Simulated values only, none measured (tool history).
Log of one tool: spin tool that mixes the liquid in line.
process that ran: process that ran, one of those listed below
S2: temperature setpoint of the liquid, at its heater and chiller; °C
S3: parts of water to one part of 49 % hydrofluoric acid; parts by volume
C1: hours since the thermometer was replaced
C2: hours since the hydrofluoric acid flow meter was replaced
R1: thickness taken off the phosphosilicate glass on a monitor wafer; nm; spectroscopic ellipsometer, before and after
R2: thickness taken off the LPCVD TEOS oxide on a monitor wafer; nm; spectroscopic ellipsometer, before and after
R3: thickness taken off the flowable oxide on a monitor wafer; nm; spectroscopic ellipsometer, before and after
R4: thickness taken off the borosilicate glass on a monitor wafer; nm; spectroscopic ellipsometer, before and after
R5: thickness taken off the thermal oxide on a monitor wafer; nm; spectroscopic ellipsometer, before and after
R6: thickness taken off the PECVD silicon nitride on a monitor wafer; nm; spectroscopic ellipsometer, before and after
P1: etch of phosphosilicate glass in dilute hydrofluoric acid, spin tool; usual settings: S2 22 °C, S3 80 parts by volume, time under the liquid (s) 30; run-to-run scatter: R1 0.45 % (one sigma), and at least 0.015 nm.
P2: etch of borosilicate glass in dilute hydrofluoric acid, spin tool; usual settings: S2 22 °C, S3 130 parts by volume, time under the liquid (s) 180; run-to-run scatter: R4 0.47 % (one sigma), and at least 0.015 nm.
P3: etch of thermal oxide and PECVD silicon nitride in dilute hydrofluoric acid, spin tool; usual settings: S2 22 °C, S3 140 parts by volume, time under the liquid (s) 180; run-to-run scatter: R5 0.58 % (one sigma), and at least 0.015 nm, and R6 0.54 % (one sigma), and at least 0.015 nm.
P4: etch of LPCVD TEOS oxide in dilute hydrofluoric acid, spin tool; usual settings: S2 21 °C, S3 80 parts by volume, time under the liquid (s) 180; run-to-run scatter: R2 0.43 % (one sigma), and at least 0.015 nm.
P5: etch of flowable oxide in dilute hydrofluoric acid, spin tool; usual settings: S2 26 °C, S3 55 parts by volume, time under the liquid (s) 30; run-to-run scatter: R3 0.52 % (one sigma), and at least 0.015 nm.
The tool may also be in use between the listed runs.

run 1 hour=5.4 | process_that_ran=P1 S2=22 S3=80 time_under_the_liquid_(s)=30 | C1=559.5 C2=313.2 | R1=38.35
run 2 hour=13 | process_that_ran=P4 S2=21 S3=80 time_under_the_liquid_(s)=180 | C1=567.1 C2=320.8 | R2=42.296
run 3 hour=18.6 | process_that_ran=P1 S2=22 S3=120 time_under_the_liquid_(s)=30 | C1=572.7 C2=326.4 | R1=24.09
run 4 hour=26.2 | process_that_ran=P4 S2=21 S3=80 time_under_the_liquid_(s)=180 | C1=580.3 C2=334 | R2=42.261
run 5 hour=31.9 | process_that_ran=P1 S2=28 S3=135 time_under_the_liquid_(s)=30 | C1=586 C2=339.7 | R1=26.577
run 6 hour=37.2 | process_that_ran=P4 S2=21 S3=80 time_under_the_liquid_(s)=15 | C1=591.3 C2=345 | R2=3.513
run 7 hour=45.6 | process_that_ran=P1 S2=22 S3=80 time_under_the_liquid_(s)=30 | C1=599.7 C2=353.4 | R1=37.729
run 8 hour=51.7 | process_that_ran=P5 S2=20 S3=55 time_under_the_liquid_(s)=30 | C1=605.8 C2=359.5 | R3=16.644
run 9 hour=59.6 | process_that_ran=P5 S2=26 S3=55 time_under_the_liquid_(s)=30 | C1=613.7 C2=367.4 | R3=21.46
run 10 hour=63.7 | process_that_ran=P1 S2=22 S3=80 time_under_the_liquid_(s)=30 | C1=617.8 C2=371.5 | R1=37.875
run 11 hour=72 | process_that_ran=P1 S2=22 S3=20 time_under_the_liquid_(s)=30 | C1=626.1 C2=379.8 | R1=163.66
run 12 hour=77.9 | process_that_ran=P1 S2=22 S3=80 time_under_the_liquid_(s)=30 | C1=632 C2=385.7 | R1=37.942
run 13 hour=84.9 | process_that_ran=P5 S2=26 S3=55 time_under_the_liquid_(s)=50 | C1=639 C2=392.7 | R3=35.375
run 14 hour=90.7 | process_that_ran=P2 S2=22 S3=130 time_under_the_liquid_(s)=315 | C1=644.8 C2=398.5 | R4=44.787
run 15 hour=95.7 | process_that_ran=P3 S2=17 S3=140 time_under_the_liquid_(s)=180 | C1=649.8 C2=403.5 | R5=4.2317 R6=3.3205
run 16 hour=101.2 | process_that_ran=P1 S2=26.5 S3=80 time_under_the_liquid_(s)=30 | C1=655.3 C2=409 | R1=45.422
run 17 hour=105.4 | process_that_ran=P5 S2=26 S3=20 time_under_the_liquid_(s)=30 | C1=659.5 C2=413.2 | R3=61.663
run 18 hour=110 | process_that_ran=P4 S2=17 S3=80 time_under_the_liquid_(s)=180 | C1=664.1 C2=417.8 | R2=35.575
run 19 hour=117.6 | process_that_ran=P2 S2=22 S3=130 time_under_the_liquid_(s)=180 | C1=671.7 C2=425.4 | R4=25.518
run 20 hour=122.3 | process_that_ran=P3 S2=22 S3=140 time_under_the_liquid_(s)=50 | C1=676.4 C2=430.1 | R5=1.4716 R6=1.2779
run 21 hour=129.1 | process_that_ran=P3 S2=22 S3=235 time_under_the_liquid_(s)=180 | C1=683.2 C2=436.9 | R5=2.7945 R6=2.7374
run 22 hour=137.4 | process_that_ran=P5 S2=26 S3=55 time_under_the_liquid_(s)=30 | C1=691.5 C2=445.2 | R3=21.34
run 23 hour=142.1 | process_that_ran=P1 S2=22 S3=80 time_under_the_liquid_(s)=50 | C1=696.2 C2=449.9 | R1=63.342
run 24 hour=148.5 | process_that_ran=P4 S2=21 S3=20 time_under_the_liquid_(s)=180 | C1=702.6 C2=456.3 | R2=181.47
run 25 hour=154.2 | process_that_ran=P1 S2=17 S3=80 time_under_the_liquid_(s)=30 | C1=708.3 C2=462 | R1=31.098
run 26 hour=160.4 | process_that_ran=P1 S2=22 S3=80 time_under_the_liquid_(s)=30 | C1=714.5 C2=468.2 | R1=38.183
run 27 hour=166.1 | process_that_ran=P2 S2=22 S3=35 time_under_the_liquid_(s)=180 | C1=720.2 C2=473.9 | R4=105.12
run 28 hour=171.7 | process_that_ran=P1 S2=22 S3=80 time_under_the_liquid_(s)=15 | C1=725.8 C2=479.5 | R1=19.016
run 29 hour=175.6 | process_that_ran=P2 S2=17 S3=130 time_under_the_liquid_(s)=180 | C1=729.7 C2=483.4 | R4=20.749
run 30 hour=182.9 | process_that_ran=P2 S2=22 S3=130 time_under_the_liquid_(s)=180 | C1=737 C2=490.7 | R4=25.523
run 31 hour=190.8 | process_that_ran=P3 S2=22 S3=140 time_under_the_liquid_(s)=180 | C1=744.9 C2=498.6 | R5=5.23 R6=4.6222
run 32 hour=195.8 | process_that_ran=P1 S2=22 S3=80 time_under_the_liquid_(s)=30 | C1=749.9 C2=503.6 | R1=38.233
run 33 hour=200.9 | process_that_ran=P1 S2=22 S3=80 time_under_the_liquid_(s)=30 | C1=755 C2=508.7 | R1=36.775
run 34 hour=207.1 | process_that_ran=P1 S2=22 S3=80 time_under_the_liquid_(s)=30 | C1=761.2 C2=514.9 | R1=36.254
run 35 hour=211.2 | process_that_ran=P1 S2=22 S3=80 time_under_the_liquid_(s)=30 | C1=765.3 C2=519 | R1=35.399
run 36 hour=219.1 | process_that_ran=P1 S2=22 S3=80 time_under_the_liquid_(s)=30 | C1=773.2 C2=526.9 | R1=35.039
run 37 hour=224.7 | process_that_ran=P1 S2=22 S3=80 time_under_the_liquid_(s)=30 | C1=778.8 C2=532.5 | R1=35.073
run 38 hour=230 | process_that_ran=P1 S2=22 S3=80 time_under_the_liquid_(s)=30 | C1=784.1 C2=537.8 | R1=35.037
run 39 hour=235.4 | process_that_ran=P1 S2=22 S3=80 time_under_the_liquid_(s)=30 | C1=789.5 C2=543.2 | R1=34.818
run 40 hour=239.8 | process_that_ran=P1 S2=22 S3=80 time_under_the_liquid_(s)=30 | C1=793.9 C2=547.6 | R1=34.903
run 41 hour=245.5 | process_that_ran=P1 S2=22 S3=80 time_under_the_liquid_(s)=30 | C1=799.6 C2=553.3 | R1=34.684

What P1 gives has crept away from where it was. These 2 causes fit the log equally well, each at the size given:
A: hydrofluoric acid flow below the setpoint (%) = 8.05
B: liquid colder than its thermometer reads (K) = 2.24
The creep began at about hour 195.8.

4 check runs are offered, each on 2 wafers whose results are averaged, their results left as question marks. Which one tells the causes apart?
run check 1 hour=251.2 | process_that_ran=P4 S2=21 S3=80 time_under_the_liquid_(s)=60 | R2=?
run check 2 hour=251.2 | process_that_ran=P5 S2=26 S3=30 time_under_the_liquid_(s)=30 | R3=?
run check 3 hour=251.2 | process_that_ran=P3 S2=22 S3=230 time_under_the_liquid_(s)=115 | R5=? R6=?
run check 4 hour=251.2 | process_that_ran=P2 S2=22 S3=50 time_under_the_liquid_(s)=180 | R4=?

What each check would give under each cause:
check=check_1 result=R2 if_A=12.832 if_B=12.816
check=check_2 result=R3 if_A=37.115 if_B=36.917
check=check_3 result=R5 if_A=1.6664 if_B=1.6994
check=check_3 result=R6 if_A=1.6776 if_B=1.5767
check=check_4 result=R4 if_A=66.613 if_B=66.281
How far apart the two closest causes lie, in the result that separates them most: check 1 0.12 %; check 2 0.53 %; check 3 6.21 %; check 4 0.5 %
Only check 3 tells the causes apart: in the others they would give nearly the same result.

Check 3 was then run and gave: R5 1.6723 nm; R6 1.6664 nm. Which cause is it?

It is A: hydrofluoric acid flow below the setpoint (%).

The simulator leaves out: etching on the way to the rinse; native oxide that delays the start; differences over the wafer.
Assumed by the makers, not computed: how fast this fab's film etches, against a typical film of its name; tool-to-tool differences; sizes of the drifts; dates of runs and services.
